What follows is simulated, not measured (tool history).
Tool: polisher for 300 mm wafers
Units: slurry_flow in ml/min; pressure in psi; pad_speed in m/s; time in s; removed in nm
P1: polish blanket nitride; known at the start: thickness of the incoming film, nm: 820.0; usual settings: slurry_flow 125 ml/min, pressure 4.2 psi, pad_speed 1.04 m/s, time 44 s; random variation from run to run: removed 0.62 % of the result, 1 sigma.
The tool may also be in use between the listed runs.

Run 1, hour 6.2: slurry_flow 125 ml/min, pressure 4.2 psi, pad_speed 1.04 m/s, time 44 s. Result: removed 79.044 nm.
Run 2, hour 12.3: slurry_flow 125 ml/min, pressure 4.2 psi, pad_speed 1.04 m/s, time 44 s. Result: removed 79.348 nm.
Run 3, hour 17.7: slurry_flow 125 ml/min, pressure 4.2 psi, pad_speed 1.04 m/s, time 44 s. Result: removed 78.711 nm.
Run 4, hour 26.1: slurry_flow 125 ml/min, pressure 4.2 psi, pad_speed 1.04 m/s, time 44 s. Result: removed 79.463 nm.
Run 5, hour 32.4: slurry_flow 125 ml/min, pressure 6.3 psi, pad_speed 1.04 m/s, time 44 s. Result: removed 117.33 nm.
Run 6, hour 40.8: slurry_flow 125 ml/min, pressure 4.2 psi, pad_speed 1.04 m/s, time 67 s. Result: removed 118.59 nm.
Run 7, hour 48.3: slurry_flow 75 ml/min, pressure 4.2 psi, pad_speed 1.04 m/s, time 60 s. Result: removed 94.575 nm.
Run 8, hour 55.6: slurry_flow 125 ml/min, pressure 4.2 psi, pad_speed 1.04 m/s, time 32 s. Result: removed 57.636 nm.
Run 9, hour 62.4: slurry_flow 170 ml/min, pressure 4.2 psi, pad_speed 1.04 m/s, time 58 s. Result: removed 109.77 nm.
Run 10, hour 69.8: slurry_flow 125 ml/min, pressure 4.2 psi, pad_speed 1.04 m/s, time 44 s. Result: removed 80.256 nm.
Run 11, hour 74.3: slurry_flow 125 ml/min, pressure 4.2 psi, pad_speed 0.68 m/s, time 44 s. Result: removed 56.521 nm.
Run 12, hour 82.1: slurry_flow 175 ml/min, pressure 4.2 psi, pad_speed 1.04 m/s, time 44 s. Result: removed 84.336 nm.
Run 13, hour 86.7: slurry_flow 125 ml/min, pressure 4.2 psi, pad_speed 1.6 m/s, time 44 s. Result: removed 111.71 nm.
Run 14, hour 93.4: slurry_flow 125 ml/min, pressure 4.2 psi, pad_speed 1.04 m/s, time 44 s. Result: removed 78.927 nm.
Run 15, hour 101.1: slurry_flow 125 ml/min, pressure 1.9 psi, pad_speed 1.04 m/s, time 44 s. Result: removed 36.159 nm.
Run 16, hour 109.7: slurry_flow 75 ml/min, pressure 4.2 psi, pad_speed 1.04 m/s, time 44 s. Result: removed 69.266 nm.
Run 17, hour 117.9: slurry_flow 125 ml/min, pressure 4.2 psi, pad_speed 1.04 m/s, time 44 s. Result: removed 80.231 nm.
Run 18, hour 125.9: slurry_flow 125 ml/min, pressure 4.2 psi, pad_speed 1.04 m/s, time 44 s. Result: removed 76.237 nm.
Run 19, hour 130.3: slurry_flow 125 ml/min, pressure 4.2 psi, pad_speed 1.04 m/s, time 44 s. Result: removed 75.36 nm.
Run 20, hour 136.2: slurry_flow 125 ml/min, pressure 4.2 psi, pad_speed 1.04 m/s, time 44 s. Result: removed 75.31 nm.
Run 21, hour 141.5: slurry_flow 125 ml/min, pressure 4.2 psi, pad_speed 1.04 m/s, time 44 s. Result: removed 74.508 nm.
At hour 147.1: head pressure recalibrated.
Run 22, hour 149.1: slurry_flow 125 ml/min, pressure 4.2 psi, pad_speed 1.04 m/s, time 44 s. Result: removed 74.527 nm.
Run 23, hour 157.5: slurry_flow 125 ml/min, pressure 4.2 psi, pad_speed 1.04 m/s, time 44 s. Result: removed 73.77 nm.
Run 24, hour 164.6: slurry_flow 125 ml/min, pressure 4.2 psi, pad_speed 1.04 m/s, time 44 s. Result: removed 72.99 nm.

The next listed run, before its measurement:
Run 25, hour 171.7: slurry_flow 125 ml/min, pressure 4.2 psi, pad_speed 1.04 m/s, time 44 s. Result: removed ?.

Run 25 gave removed 73.177 nm.
